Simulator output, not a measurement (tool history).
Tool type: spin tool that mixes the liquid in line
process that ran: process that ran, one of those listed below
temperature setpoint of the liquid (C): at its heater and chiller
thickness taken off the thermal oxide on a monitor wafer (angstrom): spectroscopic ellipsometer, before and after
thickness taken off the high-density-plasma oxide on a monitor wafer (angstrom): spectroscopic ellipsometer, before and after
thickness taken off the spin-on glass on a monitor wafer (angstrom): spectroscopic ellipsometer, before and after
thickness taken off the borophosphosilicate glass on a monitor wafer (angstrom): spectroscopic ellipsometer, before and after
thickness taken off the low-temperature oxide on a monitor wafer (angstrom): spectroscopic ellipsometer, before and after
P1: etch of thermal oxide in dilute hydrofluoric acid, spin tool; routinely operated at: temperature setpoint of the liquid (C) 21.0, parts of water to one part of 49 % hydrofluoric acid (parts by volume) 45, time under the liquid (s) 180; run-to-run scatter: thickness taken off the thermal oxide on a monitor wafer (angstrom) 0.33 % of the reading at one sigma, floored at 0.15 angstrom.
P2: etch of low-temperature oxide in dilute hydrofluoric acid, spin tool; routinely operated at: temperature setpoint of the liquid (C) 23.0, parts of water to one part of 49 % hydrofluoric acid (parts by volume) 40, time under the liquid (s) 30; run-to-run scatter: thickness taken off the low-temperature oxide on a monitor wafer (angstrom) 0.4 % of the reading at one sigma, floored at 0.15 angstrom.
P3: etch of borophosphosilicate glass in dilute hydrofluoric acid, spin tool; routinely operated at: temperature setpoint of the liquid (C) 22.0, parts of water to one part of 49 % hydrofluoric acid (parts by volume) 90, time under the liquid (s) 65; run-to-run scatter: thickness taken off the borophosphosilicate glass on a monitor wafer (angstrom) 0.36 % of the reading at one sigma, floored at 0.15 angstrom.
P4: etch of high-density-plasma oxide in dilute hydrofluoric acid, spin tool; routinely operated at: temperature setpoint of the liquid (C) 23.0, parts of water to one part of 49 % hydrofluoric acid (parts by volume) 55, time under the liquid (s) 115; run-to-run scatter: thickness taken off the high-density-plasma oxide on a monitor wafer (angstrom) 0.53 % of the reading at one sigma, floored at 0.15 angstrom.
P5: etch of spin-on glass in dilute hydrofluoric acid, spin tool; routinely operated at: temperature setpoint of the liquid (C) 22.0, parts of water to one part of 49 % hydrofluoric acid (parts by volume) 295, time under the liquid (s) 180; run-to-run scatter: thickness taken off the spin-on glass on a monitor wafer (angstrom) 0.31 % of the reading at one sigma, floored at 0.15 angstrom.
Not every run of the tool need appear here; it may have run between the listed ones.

run	hour	process that ran	temperature setpoint of the liquid (C)	parts of water to one part of 49 % hydrofluoric acid (parts by volume)	time under the liquid (s)	hours since the thermometer was replaced	hours since the hydrofluoric acid flow meter was replaced	thickness taken off the thermal oxide on a monitor wafer (angstrom)	thickness taken off the high-density-plasma oxide on a monitor wafer (angstrom)	thickness taken off the spin-on glass on a monitor wafer (angstrom)	thickness taken off the borophosphosilicate glass on a monitor wafer (angstrom)	thickness taken off the low-temperature oxide on a monitor wafer (angstrom)
1	6.4	P1	21.0	45	180	473.9	375.8	176.670				
2	14.7	P4	18.5	55	115	482.2	384.1		90.394			
3	27.0	P5	22.0	295	350	494.5	396.4			374.510		
4	36.2	P4	23.0	20	115	503.7	405.6		319.390			
5	43.7	P1	21.0	45	180	511.2	413.1	177.030				
6	50.7	P1	21.0	65	180	518.2	420.1	120.420				
7	58.5	P5	22.0	540	180	526.0	427.9			85.968		
8	68.8	P5	18.0	295	180	536.3	438.2			165.950		
9	81.9	P4	23.0	55	115	549.4	451.3		110.620			
10	90.5	P5	22.0	295	180	558.0	459.9			192.690		
11	100.2	P3	22.0	50	65	567.7	469.6				563.04	
12	113.4	P1	21.0	45	180	580.9	482.8	177.570				
13	125.7	P1	21.0	45	50	593.2	495.1	49.272				
14	131.5	P5	22.0	295	180	599.0	500.9			192.560		
15	143.6	P3	22.0	90	65	611.1	513.0				297.92	
16	155.0	P1	17.0	45	180	622.5	524.4	149.510				
17	162.2	P4	23.0	55	115	629.7	531.6		109.670			
18	174.6	P2	23.0	40	30	642.1	544.0					117.020
19	186.5	P1	27.0	45	180	654.0	555.9	226.890				
20	194.6	P2	28.0	40	30	662.1	564.0					145.400
21	202.6	P2	23.0	60	30	670.1	572.0					77.062
22	211.6	P1	21.0	25	180	679.1	581.0	326.730				
23	224.5	P3	17.0	90	65	692.0	593.9				243.95	
24	236.8	P4	23.0	55	170	704.3	606.2		162.920			
25	247.0	P1	21.0	45	305	714.5	616.4	300.940				
26	253.4	P1	21.0	45	180	720.9	622.8	177.750				
27	266.2	P1	21.0	60	30	733.7	635.6	21.676				
28	273.3	P3	22.0	90	100	740.8	642.7				460.94	
29	284.2	P2	23.0	40	15	751.7	653.6					58.531
30	290.8	P1	21.0	45	180	758.3	660.2	176.890				
31	302.1	P1	21.0	45	180	769.6	671.5	176.360				

Run 32 is up next; what results do you expect?
32	308.6	P1	21.0	45	180	776.1	678.0	?				

{"run 32": {"thickness taken off the thermal oxide on a monitor wafer (angstrom)": 173.29}}

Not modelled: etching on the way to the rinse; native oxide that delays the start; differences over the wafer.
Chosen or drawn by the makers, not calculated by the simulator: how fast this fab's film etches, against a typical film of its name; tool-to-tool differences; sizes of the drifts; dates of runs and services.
